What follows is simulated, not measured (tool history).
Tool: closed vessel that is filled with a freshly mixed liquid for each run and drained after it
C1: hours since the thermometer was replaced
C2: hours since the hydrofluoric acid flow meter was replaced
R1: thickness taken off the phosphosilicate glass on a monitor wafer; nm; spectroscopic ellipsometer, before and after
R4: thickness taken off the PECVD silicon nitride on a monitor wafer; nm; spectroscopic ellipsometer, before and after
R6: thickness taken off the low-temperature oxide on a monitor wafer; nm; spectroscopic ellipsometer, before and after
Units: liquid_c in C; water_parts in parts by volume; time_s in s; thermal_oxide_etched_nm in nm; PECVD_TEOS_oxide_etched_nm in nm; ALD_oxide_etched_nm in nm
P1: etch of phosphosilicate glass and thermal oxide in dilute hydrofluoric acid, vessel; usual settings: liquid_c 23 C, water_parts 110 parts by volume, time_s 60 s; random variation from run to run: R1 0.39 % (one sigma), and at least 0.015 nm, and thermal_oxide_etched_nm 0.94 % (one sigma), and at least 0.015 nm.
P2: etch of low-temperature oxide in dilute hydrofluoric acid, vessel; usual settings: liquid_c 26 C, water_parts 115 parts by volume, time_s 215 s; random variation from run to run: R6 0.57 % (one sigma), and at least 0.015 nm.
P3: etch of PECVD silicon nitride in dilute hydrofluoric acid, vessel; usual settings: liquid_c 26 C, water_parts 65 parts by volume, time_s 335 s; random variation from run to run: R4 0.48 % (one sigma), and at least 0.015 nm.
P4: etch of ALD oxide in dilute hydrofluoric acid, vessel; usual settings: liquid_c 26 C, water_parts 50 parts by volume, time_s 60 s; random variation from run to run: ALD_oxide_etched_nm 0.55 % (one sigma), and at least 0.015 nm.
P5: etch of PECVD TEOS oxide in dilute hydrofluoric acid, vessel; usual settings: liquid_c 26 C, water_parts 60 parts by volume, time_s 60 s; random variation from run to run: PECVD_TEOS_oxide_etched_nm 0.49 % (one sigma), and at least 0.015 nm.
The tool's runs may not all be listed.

{"run": 1, "hour": 4.1, "process": "P1", "liquid_c": 23, "water_parts": 110, "time_s": 60, "C1": 1486, "C2": 382.2, "R1": 68.059, "thermal_oxide_etched_nm": 2.4911}
{"run": 2, "hour": 12.3, "process": "P5", "liquid_c": 26, "water_parts": 60, "time_s": 105, "C1": 1494.2, "C2": 390.4, "PECVD_TEOS_oxide_etched_nm": 22.695}
{"run": 3, "hour": 20.5, "process": "P3", "liquid_c": 26, "water_parts": 65, "time_s": 30, "C1": 1502.4, "C2": 398.6, "R4": 1.0816}
{"run": 4, "hour": 26.3, "process": "P4", "liquid_c": 18, "water_parts": 50, "time_s": 60, "C1": 1508.2, "C2": 404.4, "ALD_oxide_etched_nm": 25.805}
{"run": 5, "hour": 34.9, "process": "P5", "liquid_c": 31.5, "water_parts": 60, "time_s": 60, "C1": 1516.8, "C2": 413, "PECVD_TEOS_oxide_etched_nm": 15.835}
{"run": 6, "hour": 42.7, "process": "P3", "liquid_c": 26, "water_parts": 20, "time_s": 335, "C1": 1524.6, "C2": 420.8, "R4": 38.59}
{"hour": 46.7, "done": "hydrofluoric acid flow meter replaced"}
{"run": 7, "hour": 48.5, "process": "P1", "liquid_c": 17, "water_parts": 110, "time_s": 100, "C1": 1530.4, "C2": 1.9, "R1": 88.377, "thermal_oxide_etched_nm": 3.125}
{"run": 8, "hour": 52.6, "process": "P1", "liquid_c": 31, "water_parts": 110, "time_s": 60, "C1": 1534.5, "C2": 6, "R1": 92.803, "thermal_oxide_etched_nm": 3.3258}
{"run": 9, "hour": 57.5, "process": "P2", "liquid_c": 26, "water_parts": 115, "time_s": 215, "C1": 1539.4, "C2": 10.9, "R6": 24.567}
{"run": 10, "hour": 65.1, "process": "P2", "liquid_c": 26, "water_parts": 115, "time_s": 30, "C1": 1547, "C2": 18.5, "R6": 3.4691}
{"run": 11, "hour": 73.6, "process": "P4", "liquid_c": 26, "water_parts": 50, "time_s": 60, "C1": 1555.5, "C2": 27, "ALD_oxide_etched_nm": 35.288}
{"run": 12, "hour": 81.4, "process": "P1", "liquid_c": 23, "water_parts": 110, "time_s": 90, "C1": 1563.3, "C2": 34.8, "R1": 101.34, "thermal_oxide_etched_nm": 3.7354}
{"run": 13, "hour": 87.2, "process": "P1", "liquid_c": 23, "water_parts": 110, "time_s": 60, "C1": 1569.1, "C2": 40.6, "R1": 67.888, "thermal_oxide_etched_nm": 2.519}
{"run": 14, "hour": 95.6, "process": "P1", "liquid_c": 23, "water_parts": 110, "time_s": 60, "C1": 1577.5, "C2": 49, "R1": 66.988, "thermal_oxide_etched_nm": 2.3976}
{"run": 15, "hour": 101.8, "process": "P1", "liquid_c": 23, "water_parts": 160, "time_s": 60, "C1": 1583.7, "C2": 55.2, "R1": 44.182, "thermal_oxide_etched_nm": 1.5899}
{"run": 16, "hour": 106.9, "process": "P1", "liquid_c": 17, "water_parts": 110, "time_s": 60, "C1": 1588.8, "C2": 60.3, "R1": 53.013, "thermal_oxide_etched_nm": 1.9132}
{"run": 17, "hour": 115.5, "process": "P2", "liquid_c": 34, "water_parts": 115, "time_s": 215, "C1": 1597.4, "C2": 68.9, "R6": 32.832}
{"run": 18, "hour": 121.0, "process": "P4", "liquid_c": 26, "water_parts": 50, "time_s": 95, "C1": 1602.9, "C2": 74.4, "ALD_oxide_etched_nm": 56.726}
{"run": 19, "hour": 129.3, "process": "P1", "liquid_c": 23, "water_parts": 110, "time_s": 60, "C1": 1611.2, "C2": 82.7, "R1": 67.658, "thermal_oxide_etched_nm": 2.4548}
{"run": 20, "hour": 135.1, "process": "P5", "liquid_c": 26, "water_parts": 60, "time_s": 60, "C1": 1617, "C2": 88.5, "PECVD_TEOS_oxide_etched_nm": 12.846}
{"run": 21, "hour": 140.9, "process": "P1", "liquid_c": 23, "water_parts": 110, "time_s": 30, "C1": 1622.8, "C2": 94.3, "R1": 33.66, "thermal_oxide_etched_nm": 1.2189}
{"run": 22, "hour": 149.2, "process": "P1", "liquid_c": 23, "water_parts": 50, "time_s": 60, "C1": 1631.1, "C2": 102.6, "R1": 160.43, "thermal_oxide_etched_nm": 5.7615}
{"run": 23, "hour": 155.0, "process": "P2", "liquid_c": 26, "water_parts": 115, "time_s": 215, "C1": 1636.9, "C2": 108.4, "R6": 24.322}
{"run": 24, "hour": 159.3, "process": "P1", "liquid_c": 30, "water_parts": 110, "time_s": 35, "C1": 1641.2, "C2": 112.7, "R1": 51.982, "thermal_oxide_etched_nm": 1.8742}
{"run": 25, "hour": 165.8, "process": "P5", "liquid_c": 26, "water_parts": 60, "time_s": 60, "C1": 1647.7, "C2": 119.2, "PECVD_TEOS_oxide_etched_nm": 12.85}
{"run": 26, "hour": 175.0, "process": "P3", "liquid_c": 26, "water_parts": 65, "time_s": 335, "C1": 1656.9, "C2": 128.4, "R4": 12.254}
{"run": 27, "hour": 182.5, "process": "P1", "liquid_c": 27.5, "water_parts": 110, "time_s": 90, "C1": 1664.4, "C2": 135.9, "R1": 120.93, "thermal_oxide_etched_nm": 4.4006}
{"run": 28, "hour": 187.8, "process": "P3", "liquid_c": 33.5, "water_parts": 65, "time_s": 335, "C1": 1669.7, "C2": 141.2, "R4": 19.655}
{"run": 29, "hour": 194.5, "process": "P4", "liquid_c": 26, "water_parts": 50, "time_s": 60, "C1": 1676.4, "C2": 147.9, "ALD_oxide_etched_nm": 35.76}
{"run": 30, "hour": 200.8, "process": "P5", "liquid_c": 26, "water_parts": 105, "time_s": 60, "C1": 1682.7, "C2": 154.2, "PECVD_TEOS_oxide_etched_nm": 7.0104}
{"run": 31, "hour": 205.9, "process": "P3", "liquid_c": 26, "water_parts": 65, "time_s": 335, "C1": 1687.8, "C2": 159.3, "R4": 12.251}
{"run": 32, "hour": 210.5, "process": "P4", "liquid_c": 26, "water_parts": 30, "time_s": 60, "C1": 1692.4, "C2": 163.9, "ALD_oxide_etched_nm": 61.921}
{"run": 33, "hour": 217.2, "process": "P2", "liquid_c": 26, "water_parts": 205, "time_s": 215, "C1": 1699.1, "C2": 170.6, "R6": 12.34}
{"run": 34, "hour": 224.5, "process": "P1", "liquid_c": 23, "water_parts": 110, "time_s": 60, "C1": 1706.4, "C2": 177.9, "R1": 67.949, "thermal_oxide_etched_nm": 2.4122}
{"run": 35, "hour": 231.4, "process": "P1", "liquid_c": 23, "water_parts": 110, "time_s": 60, "C1": 1713.3, "C2": 184.8, "R1": 67.884, "thermal_oxide_etched_nm": 2.4226}
{"run": 36, "hour": 237.1, "process": "P1", "liquid_c": 23, "water_parts": 110, "time_s": 60, "C1": 1719, "C2": 190.5, "R1": 65.825, "thermal_oxide_etched_nm": 2.3999}
{"run": 37, "hour": 243.7, "process": "P1", "liquid_c": 23, "water_parts": 110, "time_s": 60, "C1": 1725.6, "C2": 197.1, "R1": 64.788, "thermal_oxide_etched_nm": 2.3143}
{"run": 38, "hour": 248.1, "process": "P1", "liquid_c": 23, "water_parts": 110, "time_s": 60, "C1": 1730, "C2": 201.5, "R1": 63.903, "thermal_oxide_etched_nm": 2.3251}
{"run": 39, "hour": 253.2, "process": "P1", "liquid_c": 23, "water_parts": 110, "time_s": 60, "C1": 1735.1, "C2": 206.6, "R1": 63.505, "thermal_oxide_etched_nm": 2.2874}
{"run": 40, "hour": 260.1, "process": "P1", "liquid_c": 23, "water_parts": 110, "time_s": 60, "C1": 1742, "C2": 213.5, "R1": 62.895, "thermal_oxide_etched_nm": 2.2483}
{"run": 41, "hour": 264.1, "process": "P1", "liquid_c": 23, "water_parts": 110, "time_s": 60, "C1": 1746, "C2": 217.5, "R1": 62.793, "thermal_oxide_etched_nm": 2.2216}
{"run": 42, "hour": 272.5, "process": "P1", "liquid_c": 23, "water_parts": 110, "time_s": 60, "C1": 1754.4, "C2": 225.9, "R1": 61.805, "thermal_oxide_etched_nm": 2.2247}
{"run": 43, "hour": 276.6, "process": "P1", "liquid_c": 23, "water_parts": 110, "time_s": 60, "C1": 1758.5, "C2": 230, "R1": 61.787, "thermal_oxide_etched_nm": 2.2365}
{"run": 44, "hour": 281.0, "process": "P1", "liquid_c": 23, "water_parts": 110, "time_s": 60, "C1": 1762.9, "C2": 234.4, "R1": 61.417, "thermal_oxide_etched_nm": 2.233}
{"run": 45, "hour": 288.6, "process": "P1", "liquid_c": 23, "water_parts": 110, "time_s": 60, "C1": 1770.5, "C2": 242, "R1": 62.171, "thermal_oxide_etched_nm": 2.2947}
{"run": 46, "hour": 296.0, "process": "P1", "liquid_c": 23, "water_parts": 110, "time_s": 60, "C1": 1777.9, "C2": 249.4, "R1": 61.967, "thermal_oxide_etched_nm": 2.1938}

What P1 gives has crept away from where it was. These 2 causes fit the log equally well, each at the size given:
A: hydrofluoric acid flow below the setpoint (%) = 7.65
B: liquid colder than its thermometer reads (K) = 2.26
The creep began at about hour 231.4.

4 check runs are offered, one wafer each, their results left as question marks. Which one tells the causes apart?
{"run": "check 1", "hour": 303.4, "process": "P5", "liquid_c": 26, "water_parts": 100, "time_s": 60, "PECVD_TEOS_oxide_etched_nm": "?"}
{"run": "check 2", "hour": 303.4, "process": "P2", "liquid_c": 30, "water_parts": 115, "time_s": 215, "R6": "?"}
{"run": "check 3", "hour": 303.4, "process": "P4", "liquid_c": 19.5, "water_parts": 50, "time_s": 85, "ALD_oxide_etched_nm": "?"}
{"run": "check 4", "hour": 303.4, "process": "P3", "liquid_c": 30, "water_parts": 65, "time_s": 140, "R4": "?"}

What each check would give under each cause:
check=check_1 result=PECVD_TEOS_oxide_etched_nm if_A=6.7227 if_B=6.7315
check=check_2 result=R6 if_A=26.021 if_B=26.233
check=check_3 result=ALD_oxide_etched_nm if_A=35.645 if_B=35.193
check=check_4 result=R4 if_A=6.1074 if_B=5.7145
How far apart the two closest causes lie, in the result that separates them most: check 1 0.13 %; check 2 0.81 %; check 3 1.28 %; check 4 6.65 %
Check 4 tells the causes apart: in the others they would give nearly the same result.

Then check 4 was run and gave: R4 6.1212 nm. Which cause is it?

It is A: hydrofluoric acid flow below the setpoint (%).

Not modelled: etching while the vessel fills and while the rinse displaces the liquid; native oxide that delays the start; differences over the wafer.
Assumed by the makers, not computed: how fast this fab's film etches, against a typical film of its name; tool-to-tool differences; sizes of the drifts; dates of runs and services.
